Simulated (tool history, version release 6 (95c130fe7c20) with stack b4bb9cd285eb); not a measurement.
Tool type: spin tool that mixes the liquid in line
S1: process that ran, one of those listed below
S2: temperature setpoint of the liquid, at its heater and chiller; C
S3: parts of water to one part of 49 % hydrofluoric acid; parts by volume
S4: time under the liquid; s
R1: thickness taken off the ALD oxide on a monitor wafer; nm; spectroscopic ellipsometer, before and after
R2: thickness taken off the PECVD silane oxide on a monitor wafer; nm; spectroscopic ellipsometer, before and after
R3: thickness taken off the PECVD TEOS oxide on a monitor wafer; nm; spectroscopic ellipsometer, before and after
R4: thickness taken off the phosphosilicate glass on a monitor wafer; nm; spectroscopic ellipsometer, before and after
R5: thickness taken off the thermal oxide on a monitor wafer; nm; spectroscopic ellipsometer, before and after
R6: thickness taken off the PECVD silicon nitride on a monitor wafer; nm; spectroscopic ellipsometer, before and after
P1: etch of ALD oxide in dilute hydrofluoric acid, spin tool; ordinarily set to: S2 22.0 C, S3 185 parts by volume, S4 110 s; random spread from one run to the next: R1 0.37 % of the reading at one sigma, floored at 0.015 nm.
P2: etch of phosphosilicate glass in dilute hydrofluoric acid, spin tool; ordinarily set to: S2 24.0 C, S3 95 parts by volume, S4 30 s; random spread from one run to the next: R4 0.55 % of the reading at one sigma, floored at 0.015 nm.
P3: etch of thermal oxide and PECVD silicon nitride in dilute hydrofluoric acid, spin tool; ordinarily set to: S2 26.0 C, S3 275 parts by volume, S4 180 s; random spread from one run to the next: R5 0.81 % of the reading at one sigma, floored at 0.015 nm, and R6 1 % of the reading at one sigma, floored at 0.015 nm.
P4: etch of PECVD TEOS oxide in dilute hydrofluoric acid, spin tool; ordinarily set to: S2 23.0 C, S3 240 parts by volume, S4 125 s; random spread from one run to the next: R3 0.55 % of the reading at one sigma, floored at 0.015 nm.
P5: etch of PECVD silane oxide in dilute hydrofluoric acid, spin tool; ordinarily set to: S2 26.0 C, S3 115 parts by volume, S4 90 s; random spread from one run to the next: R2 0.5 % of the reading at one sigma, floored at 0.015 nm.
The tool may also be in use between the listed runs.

run   hour  S1    S2   S3   S4       R1       R2       R3      R4        R5       R6
  1    7.6  P1  22.0  185  110   6.1009
  2   15.7  P1  17.0  185  110   4.9921
  3   29.5  P5  26.0  210   90            6.7186
  4   38.7  P1  22.0  185   25   1.3658
  5   46.1  P5  26.0  115   90           13.7440
  6   56.3  P1  22.0  185  175   9.6509
  7   67.8  P1  17.0  185  200   9.1003
  8   80.3  P1  22.0  185  110   6.1223
      81.4  -- thermometer replaced
  9   92.3  P1  22.0  270  110   3.8083
 10  100.1  P4  27.5  240  125                    6.92130
 11  110.0  P5  26.0  115   90           13.6300
 12  117.5  P2  31.5   95   30                             40.463
 13  127.7  P4  23.0  420  125                    2.87050
 14  136.5  P3  26.0  275  180                                      2.75430  2.70840
 15  145.8  P2  24.0   95   30                             30.623
 16  160.4  P4  23.0  240  125                    5.85690
 17  168.9  P2  24.0  135   30                             20.393
 18  177.9  P3  26.0   90  180                                     10.48100  8.34510
 19  188.3  P3  20.5  275  180                                      2.30320  1.94330
 20  199.1  P1  22.0  185  110   6.1132
 21  212.6  P2  24.0   95   45                             45.476
 22  222.6  P1  22.0  185  110   6.0682
 23  233.4  P1  22.0  185  110   6.0970
 24  246.7  P5  26.0  115  180           27.5520
 25  260.6  P4  23.0  240  125                    5.95760
 26  267.4  P1  22.0  110  110  11.1230
 27  277.5  P3  26.0  275   60                                      0.91254  0.90331
 28  284.5  P1  28.5  185  110   7.7677
 29  299.0  P4  23.0  240   15                    0.72875
 30  309.1  P5  32.0  115   90           17.2450
 31  319.4  P1  22.0  185  110   6.1066
 32  327.9  P1  22.0  185  110   6.1940
 33  338.4  P1  22.0  185  110   6.2963
 34  347.4  P1  22.0  185  110   6.3721
 35  361.9  P1  22.0  185  110   6.3982
 36  372.1  P1  22.0  185  110   6.3849
 37  379.4  P1  22.0  185  110   6.4072
 38  387.2  P1  22.0  185  110   6.4373
 39  398.6  P1  22.0  185  110   6.3942
 40  405.8  P1  22.0  185  110   6.4347
 41  412.9  P1  22.0  185  110   6.4328

P1 has crept away from where it was. The log is fitted equally well by each of these 2 causes, at the sizes shown:
A: liquid hotter than its thermometer reads (K) = 1.42
B: hydrofluoric acid flow above the setpoint (%) = 4.61
At approximately hour 319.4, the process output began to creep.

Below are 4 check runs, each averaged over 5 wafers, with their results shown as question marks. Which of them would give clearly different results depending on which cause is behind the drift?
check 1  420.0  P2  24.0   95   30               ?
check 2  420.0  P3  26.0  275  180                   ?   ?
check 3  420.0  P5  26.0  115   90       ?
check 4  420.0  P4  23.0  240  125           ?

Expected result of each check under each candidate cause:
  check  result     if A     if B
check 1      R4   32.087   31.901
check 2      R5  2.89390  2.92100
check 2      R6  2.95860  2.84290
check 3      R2  14.5940  14.5540
check 4      R3  6.20840  6.23620
Smallest distance between any two causes, each pair judged by its most separating result, in per cent: check 1 0.58 %; check 2 3.99 %; check 3 0.27 %; check 4 0.45 %
Check 2 tells the causes apart: in the others they would give nearly the same result.

Check 2 was carried out, with these results: R5 2.90500 nm; R6 2.83950 nm. Which of the listed causes is responsible?

Of the candidate causes, it is B: hydrofluoric acid flow above the setpoint (%).
